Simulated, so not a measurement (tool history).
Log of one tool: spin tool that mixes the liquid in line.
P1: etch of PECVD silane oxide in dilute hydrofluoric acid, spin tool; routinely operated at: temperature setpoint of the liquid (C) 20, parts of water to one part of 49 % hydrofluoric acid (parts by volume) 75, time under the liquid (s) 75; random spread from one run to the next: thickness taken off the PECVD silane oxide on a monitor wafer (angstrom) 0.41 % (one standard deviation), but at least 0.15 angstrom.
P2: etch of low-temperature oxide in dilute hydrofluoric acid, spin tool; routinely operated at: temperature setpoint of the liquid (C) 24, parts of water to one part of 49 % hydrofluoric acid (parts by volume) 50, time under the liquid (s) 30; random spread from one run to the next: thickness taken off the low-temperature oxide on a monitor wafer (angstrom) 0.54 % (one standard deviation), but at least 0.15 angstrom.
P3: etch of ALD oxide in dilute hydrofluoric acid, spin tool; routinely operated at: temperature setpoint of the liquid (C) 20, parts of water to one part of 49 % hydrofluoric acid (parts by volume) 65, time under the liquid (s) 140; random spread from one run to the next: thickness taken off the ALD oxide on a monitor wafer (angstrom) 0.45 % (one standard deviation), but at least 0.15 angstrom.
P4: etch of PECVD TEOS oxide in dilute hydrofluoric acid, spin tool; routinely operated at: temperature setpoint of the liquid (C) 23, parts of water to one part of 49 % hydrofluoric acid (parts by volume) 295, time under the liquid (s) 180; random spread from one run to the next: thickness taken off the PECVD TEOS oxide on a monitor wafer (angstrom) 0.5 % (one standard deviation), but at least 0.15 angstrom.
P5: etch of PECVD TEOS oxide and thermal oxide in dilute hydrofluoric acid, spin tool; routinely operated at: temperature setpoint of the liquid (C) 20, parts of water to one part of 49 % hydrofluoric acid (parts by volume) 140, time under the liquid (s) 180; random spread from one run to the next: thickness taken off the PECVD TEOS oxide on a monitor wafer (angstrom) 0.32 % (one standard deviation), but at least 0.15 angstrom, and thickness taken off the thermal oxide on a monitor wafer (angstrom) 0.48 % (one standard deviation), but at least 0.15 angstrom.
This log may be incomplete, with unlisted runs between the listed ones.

run	day	process that ran	temperature setpoint of the liquid (C)	parts of water to one part of 49 % hydrofluoric acid (parts by volume)	time under the liquid (s)	hours since the thermometer was replaced	hours since the hydrofluoric acid flow meter was replaced	thickness taken off the PECVD silane oxide on a monitor wafer (angstrom)	thickness taken off the low-temperature oxide on a monitor wafer (angstrom)	thickness taken off the PECVD TEOS oxide on a monitor wafer (angstrom)	thickness taken off the ALD oxide on a monitor wafer (angstrom)	thickness taken off the thermal oxide on a monitor wafer (angstrom)
1	0.688	P1	20	75	75	468.7	983.3	132.9				
2	1.112	P2	32	50	30	478.9	993.5		179.25			
3	1.762	P1	20	20	35	494.5	1009.1	249.57				
4	2.133	P4	23	295	65	503.4	1018			27.606		
5	2.704	P1	20	75	75	517.1	1031.7	132.99				
6	3.446	P1	20	30	75	534.9	1049.5	353.04				
7	3.946	P4	31	295	180	546.9	1061.5			99.149		
8	4.338	P3	20	95	140	556.3	1070.9				298.31	
9	5.083	P5	17	140	180	574.2	1088.8			191.74		41.91
10	5.779	P4	23	460	180	590.9	1105.5			41.696		
11	6.579	P2	24	50	60	610.1	1124.7		261.95			
12	7.167	P3	17	65	140	624.2	1138.8				396.57	
13	7.888	P1	17	75	75	641.5	1156.1	117.49				
14	8.308	P1	20	75	75	651.6	1166.2	132.92				
15	8.796	P1	20	120	75	663.3	1177.9	78.577				
16	9.538	P4	23	295	180	681.1	1195.7			75.025		
17	10.171	P2	24	50	30	696.3	1210.9		130.5			
18	10.888	P5	20	195	180	713.5	1228.1			146.69		32.323
19	11.617	P5	20	140	360	731	1245.6			431.03		94.365
20	12.279	P4	23	295	180	746.9	1261.5			75.223		
21	12.654	P1	20	75	30	755.9	1270.5	53.385				
22	13.333	P1	20	75	75	772.2	1286.8	133.17				
23	13.992	P1	20	75	110	788	1302.6	196.5				
24	14.683	P3	20	65	140	804.6	1319.2				449.55	
25	15.358	P5	20	140	180	820.8	1335.4			216.26		47.457
26	16.021	P1	20	75	75	836.7	1351.3	133.29				
27	16.542	P1	25.5	75	75	849.2	1363.8	167.44				
28	16.975	P2	24	50	30	859.6	1374.2		131.23			
29	17.35	P2	24	80	30	868.6	1383.2		78.345			
30	17.85	P1	20	75	75	880.6	1395.2	133.23				
31	18.267	P5	20	140	180	890.6	1405.2			215.76		47.153
32	18.733	P3	20	65	75	901.8	1416.4				241.3	
33	19.446	P1	20	75	75	918.9	1433.5	133.16				
34	20.025	P1	20	75	75	932.8	1447.4	137.33				
35	20.479	P1	20	75	75	943.7	1458.3	138.56				
36	20.879	P1	20	75	75	953.3	1467.9	141.31				
37	21.458	P1	20	75	75	967.2	1481.8	143.26				
38	22.208	P1	20	75	75	985.2	1499.8	145.75				
39	22.946	P1	20	75	75	1002.9	1517.5	145.33				
40	23.604	P1	20	75	75	1018.7	1533.3	145.28				
41	24.217	P1	20	75	75	1033.4	1548	146.83				
42	24.592	P1	20	75	75	1042.4	1557	145.93				
43	25.221	P1	20	75	75	1057.5	1572.1	146.36				
44	25.854	P1	20	75	75	1072.7	1587.3	146.04				

Something has made what P1 gives creep away from where it was; the 2 causes below, each at its own stated size, fit the log equally well:
A: liquid hotter than its thermometer reads (K) = 2.27
B: hydrofluoric acid flow above the setpoint (%) = 9.04
The onset of the drift is placed at about day 19.446.

The list below offers 4 check runs, each averaging the results of 2 wafers, and shows each result as a question mark. For which of them would the listed causes give clearly different results?
check 1	26.488	P5	17	140	345					?		?
check 2	26.488	P4	23	295	90					?		
check 3	26.488	P2	31.5	50	30				?			
check 4	26.488	P3	20	90	140						?	

Expected result of each check under each candidate cause:
check	result	if A	if B
check 1	thickness taken off the PECVD TEOS oxide on a monitor wafer (angstrom)	401.99	404.21
check 1	thickness taken off the thermal oxide on a monitor wafer (angstrom)	88.014	88.5
check 2	thickness taken off the PECVD TEOS oxide on a monitor wafer (angstrom)	40.807	42.104
check 3	thickness taken off the low-temperature oxide on a monitor wafer (angstrom)	192.36	193.53
check 4	thickness taken off the ALD oxide on a monitor wafer (angstrom)	346.64	347.37
Per-check spread between the two closest causes, in the result where they differ most: check 1 0.55 %; check 2 3.13 %; check 3 0.61 %; check 4 0.21 %
The causes can be told apart only by check 2. The other checks would give nearly the same results under each of them.

Running check 2 produced the following: thickness taken off the PECVD TEOS oxide on a monitor wafer (angstrom) 41.059. Which one of the listed causes fits?

It was cause A: liquid hotter than its thermometer reads (K).

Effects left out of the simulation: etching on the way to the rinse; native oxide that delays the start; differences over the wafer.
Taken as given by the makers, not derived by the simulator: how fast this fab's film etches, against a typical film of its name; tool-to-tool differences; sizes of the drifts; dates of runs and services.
